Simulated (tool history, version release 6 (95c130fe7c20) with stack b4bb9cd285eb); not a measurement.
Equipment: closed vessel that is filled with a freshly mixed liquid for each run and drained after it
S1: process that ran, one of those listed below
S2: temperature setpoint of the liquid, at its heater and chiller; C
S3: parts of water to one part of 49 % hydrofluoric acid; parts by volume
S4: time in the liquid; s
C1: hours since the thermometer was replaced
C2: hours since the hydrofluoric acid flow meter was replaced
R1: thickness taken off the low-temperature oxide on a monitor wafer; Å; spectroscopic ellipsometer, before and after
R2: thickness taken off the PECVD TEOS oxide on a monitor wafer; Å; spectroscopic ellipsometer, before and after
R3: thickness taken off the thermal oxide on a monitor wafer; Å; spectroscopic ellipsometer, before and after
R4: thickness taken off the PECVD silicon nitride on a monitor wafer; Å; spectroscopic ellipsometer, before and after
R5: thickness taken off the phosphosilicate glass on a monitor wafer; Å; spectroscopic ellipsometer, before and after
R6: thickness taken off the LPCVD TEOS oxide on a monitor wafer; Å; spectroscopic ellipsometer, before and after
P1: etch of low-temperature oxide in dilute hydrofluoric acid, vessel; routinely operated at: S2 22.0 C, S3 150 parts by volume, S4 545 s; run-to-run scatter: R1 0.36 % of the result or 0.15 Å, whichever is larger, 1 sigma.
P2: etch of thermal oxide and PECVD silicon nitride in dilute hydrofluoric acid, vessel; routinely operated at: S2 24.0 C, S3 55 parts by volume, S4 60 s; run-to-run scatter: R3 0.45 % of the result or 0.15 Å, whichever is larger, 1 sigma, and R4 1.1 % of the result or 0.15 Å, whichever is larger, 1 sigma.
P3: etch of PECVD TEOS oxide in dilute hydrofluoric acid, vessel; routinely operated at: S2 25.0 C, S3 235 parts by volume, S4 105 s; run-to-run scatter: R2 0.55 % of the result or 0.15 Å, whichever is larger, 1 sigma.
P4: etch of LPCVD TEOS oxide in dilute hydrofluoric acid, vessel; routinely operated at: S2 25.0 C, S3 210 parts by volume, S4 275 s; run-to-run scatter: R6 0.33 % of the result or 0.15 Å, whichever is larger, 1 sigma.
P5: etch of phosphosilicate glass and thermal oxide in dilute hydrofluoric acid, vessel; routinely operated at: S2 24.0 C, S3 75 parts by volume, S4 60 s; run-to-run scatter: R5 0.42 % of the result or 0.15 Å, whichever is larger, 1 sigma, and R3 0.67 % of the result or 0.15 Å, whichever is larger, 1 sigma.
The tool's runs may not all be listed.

run	hour	S1	S2	S3	S4	C1	C2	R1	R2	R3	R4	R5	R6
1	8.4	P1	22.0	150	545	1270.6	362.6	549.70					
2	13.5	P1	26.5	150	890	1275.7	367.7	1072.50					
3	18.4	P3	25.0	235	30	1280.6	372.6		21.926				
4	25.0	P1	26.0	150	545	1287.2	379.2	643.06					
5	32.8	P2	24.0	55	60	1295.0	387.0			54.257	23.212		
6	37.3	P1	22.0	150	545	1299.5	391.5	551.16					
7	41.9	P3	25.0	345	105	1304.1	396.1		47.093				
8	46.3	P1	17.5	150	545	1308.5	400.5	460.05					
9	53.0	P3	25.0	235	105	1315.2	407.2		76.117				
10	61.5	P5	24.0	75	90	1323.7	415.7			56.301		1481.80	
11	65.5	P1	22.0	150	255	1327.7	419.7	257.53					
12	73.2	P5	24.0	115	60	1335.4	427.4			23.697		611.78	
13	80.3	P2	24.0	55	115	1342.5	434.5			104.160	44.442		
14	84.7	P1	22.0	250	545	1346.9	438.9	300.57					
15	92.6	P2	17.0	55	60	1354.8	446.8			40.533	14.494		
16	98.0	P1	22.0	150	545	1360.2	452.2	554.63					
17	106.3	P4	25.0	210	405	1368.5	460.5						585.08
18	113.5	P4	25.0	210	275	1375.7	467.7						401.48
19	119.3	P1	29.0	45	545	1381.5	473.5	2753.70					
20	128.0	P1	22.0	150	1015	1390.2	482.2	1027.10					
21	136.2	P5	31.5	75	60	1398.4	490.4			51.313		1329.30	
22	142.6	P1	22.0	80	545	1404.8	496.8	1119.60					
23	150.4	P5	24.0	75	60	1412.6	504.6			37.632		988.52	
24	158.9	P2	24.0	100	60	1421.1	513.1			28.206	13.436		
25	163.3	P4	18.5	210	275	1425.5	517.5						313.70
26	171.6	P1	25.5	150	960	1433.8	525.8	1107.70					
27	177.0	P4	25.0	335	275	1439.2	531.2						221.57
# hour 185.0: hydrofluoric acid flow meter replaced
28	185.6	P2	24.0	55	60	1447.8	0.7			54.451	23.057		
29	191.3	P1	22.0	150	545	1453.5	6.4	550.96					
30	198.8	P1	22.0	150	545	1461.0	13.9	553.30					
31	204.4	P3	17.0	235	105	1466.6	19.5		56.978				
32	210.7	P1	22.0	150	545	1472.9	25.8	549.48					
33	214.6	P1	22.0	150	545	1476.8	29.7	543.22					
34	218.7	P1	22.0	150	545	1480.9	33.8	534.49					
35	223.9	P1	22.0	150	545	1486.1	39.0	529.27					
36	230.2	P1	22.0	150	545	1492.4	45.3	522.15					
37	234.6	P1	22.0	150	545	1496.8	49.7	516.79					
38	242.6	P1	22.0	150	545	1504.8	57.7	518.71					
39	248.7	P1	22.0	150	545	1510.9	63.8	515.81					
40	252.5	P1	22.0	150	545	1514.7	67.6	516.50					
41	259.1	P1	22.0	150	545	1521.3	74.2	513.31					
42	266.9	P1	22.0	150	545	1529.1	82.0	512.31					

Something has made what P1 gives creep away from where it was; the 2 causes below, each at its own stated size, fit the log equally well:
A: liquid colder than its thermometer reads (K) = 1.73
B: hydrofluoric acid flow below the setpoint (%) = 5.66
The onset of the drift is placed at about hour 210.7.

The list below offers 4 check runs, each averaging the results of 2 wafers, and shows each result as a question mark. For which of them would the listed causes give clearly different results?
check 1	274.7	P2	18.5	55	110					?	?		
check 2	274.7	P4	19.0	210	390								?
check 3	274.7	P5	29.0	75	85					?		?	
check 4	274.7	P3	17.0	235	30				?				

Outcome of each check run for each possible cause:
check	result	if A	if B
check 1	R3	73.281	74.207
check 1	R4	26.055	27.819
check 2	R6	423.49	422.49
check 3	R3	61.034	61.197
check 3	R5	1594.70	1599.00
check 4	R2	15.123	15.089
Per check, the gap between the least separated pair of causes, taken in the result that splits them most: check 1 6.55 %; check 2 0.24 %; check 3 0.27 %; check 4 0.23 %
The causes can be told apart only by check 1. The other checks would give nearly the same results under each of them.

Check 1 was carried out, with these results: R3 73.234 Å; R4 26.150 Å. Which of the listed causes is responsible?

A is the cause: liquid colder than its thermometer reads (K).

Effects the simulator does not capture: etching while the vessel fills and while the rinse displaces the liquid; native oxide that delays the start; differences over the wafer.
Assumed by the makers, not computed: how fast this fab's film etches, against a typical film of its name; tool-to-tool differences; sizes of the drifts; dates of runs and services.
